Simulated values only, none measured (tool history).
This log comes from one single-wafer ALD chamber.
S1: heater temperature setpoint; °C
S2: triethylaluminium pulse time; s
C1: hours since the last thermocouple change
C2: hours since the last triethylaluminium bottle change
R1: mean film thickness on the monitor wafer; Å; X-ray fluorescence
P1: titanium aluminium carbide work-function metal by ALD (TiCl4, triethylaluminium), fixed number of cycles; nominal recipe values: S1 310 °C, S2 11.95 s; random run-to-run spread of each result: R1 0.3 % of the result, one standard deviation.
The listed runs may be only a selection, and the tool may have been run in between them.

run  hour   S1     S2      C1     C2      R1
  1   5.7  310  11.95  1946.8  512.2  21.736
  2  13.7  285  11.95  1954.8  520.2  19.471
  3  18.9  328  18.23    1960  525.4  23.577
  4  25.9  310  16.98    1967  532.4  21.957
  5  31.1  310  11.95  1972.2  537.6   21.76
  6  34.8  310  11.95  1975.9  541.3  21.612
  7  41.9  310  11.95    1983  548.4  21.658
  8  47.5  310  11.95  1988.6    554   21.61
  9  51.1  334  11.95  1992.2  557.6   23.84
 10  57.8  310   7.68  1998.9  564.3  20.376
 11  64.6  310  11.95  2005.7  571.1    21.6
 12  68.3  310  11.95  2009.4  574.8  21.753
 13  73.2  310  11.95  2014.3  579.7  21.747
 14  80.1  310  11.95  2021.2  586.6  21.455
 15  84.4  310  11.95  2025.5  590.9  21.492
 16  90.7  310  11.95  2031.8  597.2  21.322

The next listed run, before its measurement:
 17  96.1  310  11.95  2037.2  602.6   ?

R1: 21.305 Å
